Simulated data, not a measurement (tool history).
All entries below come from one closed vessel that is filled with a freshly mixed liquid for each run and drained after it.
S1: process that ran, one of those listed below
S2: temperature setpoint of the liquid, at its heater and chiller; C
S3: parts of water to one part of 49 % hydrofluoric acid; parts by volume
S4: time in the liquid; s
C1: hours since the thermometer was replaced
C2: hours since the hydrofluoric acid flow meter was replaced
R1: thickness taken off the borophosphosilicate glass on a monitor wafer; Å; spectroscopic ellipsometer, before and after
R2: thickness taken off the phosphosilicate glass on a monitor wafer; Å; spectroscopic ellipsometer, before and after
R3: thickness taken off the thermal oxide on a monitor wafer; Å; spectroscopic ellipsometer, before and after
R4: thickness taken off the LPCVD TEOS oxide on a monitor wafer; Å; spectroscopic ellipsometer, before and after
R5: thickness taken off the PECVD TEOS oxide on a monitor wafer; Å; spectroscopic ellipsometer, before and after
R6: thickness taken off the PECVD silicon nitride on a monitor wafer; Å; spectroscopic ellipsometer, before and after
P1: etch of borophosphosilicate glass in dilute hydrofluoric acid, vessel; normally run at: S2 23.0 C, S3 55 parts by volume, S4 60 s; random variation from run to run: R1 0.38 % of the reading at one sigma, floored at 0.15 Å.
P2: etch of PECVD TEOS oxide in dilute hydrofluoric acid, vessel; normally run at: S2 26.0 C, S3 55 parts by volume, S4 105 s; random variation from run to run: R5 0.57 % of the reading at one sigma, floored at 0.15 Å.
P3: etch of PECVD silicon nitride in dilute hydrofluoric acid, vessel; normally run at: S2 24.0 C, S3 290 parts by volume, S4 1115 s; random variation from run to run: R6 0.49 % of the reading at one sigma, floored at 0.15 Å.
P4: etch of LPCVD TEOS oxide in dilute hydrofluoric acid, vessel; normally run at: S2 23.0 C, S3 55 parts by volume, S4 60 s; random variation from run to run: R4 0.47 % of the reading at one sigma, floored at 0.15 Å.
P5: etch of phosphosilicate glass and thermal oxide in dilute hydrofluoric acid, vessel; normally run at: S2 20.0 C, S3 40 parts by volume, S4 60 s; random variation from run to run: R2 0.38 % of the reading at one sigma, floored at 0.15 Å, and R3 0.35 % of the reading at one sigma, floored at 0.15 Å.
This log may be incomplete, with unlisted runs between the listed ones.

run	hour	S1	S2	S3	S4	C1	C2	R1	R2	R3	R4	R5	R6
1	8.5	P1	23.0	55	60	1075.8	302.5	337.89					
2	20.7	P5	20.0	40	60	1088.0	314.7		1607.1	64.569			
3	27.0	P5	20.0	55	60	1094.3	321.0		1145.5	46.414			
4	34.7	P1	23.0	55	90	1102.0	328.7	507.07					
5	44.6	P5	25.5	40	60	1111.9	338.6		2024.4	81.745			
# hour 50.1: thermometer replaced
6	50.4	P5	20.0	40	105	0.3	344.4		2820.8	114.140			
7	59.4	P4	23.0	55	30	9.3	353.4				90.141		
8	68.2	P2	30.5	55	105	18.1	362.2					374.44	
9	77.7	P1	17.0	55	60	27.6	371.7	262.45					
10	87.9	P2	26.0	30	105	37.8	381.9					597.51	
11	98.7	P3	28.0	290	1115	48.6	392.7						169.570
12	106.6	P3	24.0	515	1115	56.5	400.6						75.763
13	113.8	P1	31.5	55	60	63.7	407.8	474.67					
14	123.4	P1	23.0	55	60	73.3	417.4	337.49					
15	131.0	P2	26.0	55	105	80.9	425.0					312.98	
16	143.6	P1	31.0	25	60	93.5	437.6	1076.60					
17	155.9	P2	26.0	55	105	105.8	449.9					312.77	
18	164.2	P4	23.0	55	60	114.1	458.2				182.430		
19	169.8	P1	23.0	55	60	119.7	463.8	340.63					
20	179.3	P2	26.0	55	185	129.2	473.3					553.27	
21	190.6	P4	29.5	55	60	140.5	484.6				235.580		
22	201.4	P1	23.0	55	30	151.3	495.4	169.18					
23	210.8	P1	17.0	55	95	160.7	504.8	417.33					
24	219.1	P4	23.0	80	60	169.0	513.1				120.630		
25	231.6	P1	23.0	20	60	181.5	525.6	967.09					
26	244.1	P1	23.0	55	60	194.0	538.1	335.25					
27	250.1	P3	24.0	290	1115	200.0	544.1						134.470
28	261.1	P1	23.0	55	60	211.0	555.1	339.75					
29	271.6	P1	23.0	95	60	221.5	565.6	185.78					
30	278.6	P5	20.0	40	60	228.5	572.6		1600.3	64.841			
31	290.9	P3	24.0	290	310	240.8	584.9						37.224
32	297.1	P1	23.0	55	60	247.0	591.1	338.81					
33	307.0	P1	23.0	55	60	256.9	601.0	322.05					
34	318.5	P1	23.0	55	60	268.4	612.5	316.37					
35	327.1	P1	23.0	55	60	277.0	621.1	313.22					
36	337.5	P1	23.0	55	60	287.4	631.5	310.12					
37	347.5	P1	23.0	55	60	297.4	641.5	308.18					
38	359.7	P1	23.0	55	60	309.6	653.7	308.88					

P1 has crept away from where it was. The log is fitted equally well by each of these 2 causes, at the sizes shown:
A: hydrofluoric acid flow below the setpoint (%) = 7.94
B: liquid colder than its thermometer reads (K) = 2.14
The process output started creeping at around hour 297.1.

Which of the 4 check runs listed below separates the causes, so that each cause would produce a clearly different result? Each run uses one wafer, and its results are marked with question marks.
check 1	371.9	P5	20.0	40	60				?	?			
check 2	371.9	P2	26.0	55	105							?	
check 3	371.9	P3	24.0	290	1115								?
check 4	371.9	P4	23.0	55	60						?		

Outcome of each check run for each possible cause:
check	result	if A	if B
check 1	R2	1472.7	1464.7
check 1	R3	59.642	59.321
check 2	R5	287.41	288.03
check 3	R6	123.400	117.320
check 4	R4	165.920	165.850
Smallest distance between any two causes, each pair judged by its most separating result, in per cent: check 1 0.54 %; check 2 0.21 %; check 3 5.05 %; check 4 0.04 %
Of the check runs offered, only check 3 discriminates between the causes; the rest would read about the same regardless of which cause applies.

Then check 3 was run and gave: R6 123.110 Å. Which cause is it?

It was cause A: hydrofluoric acid flow below the setpoint (%).
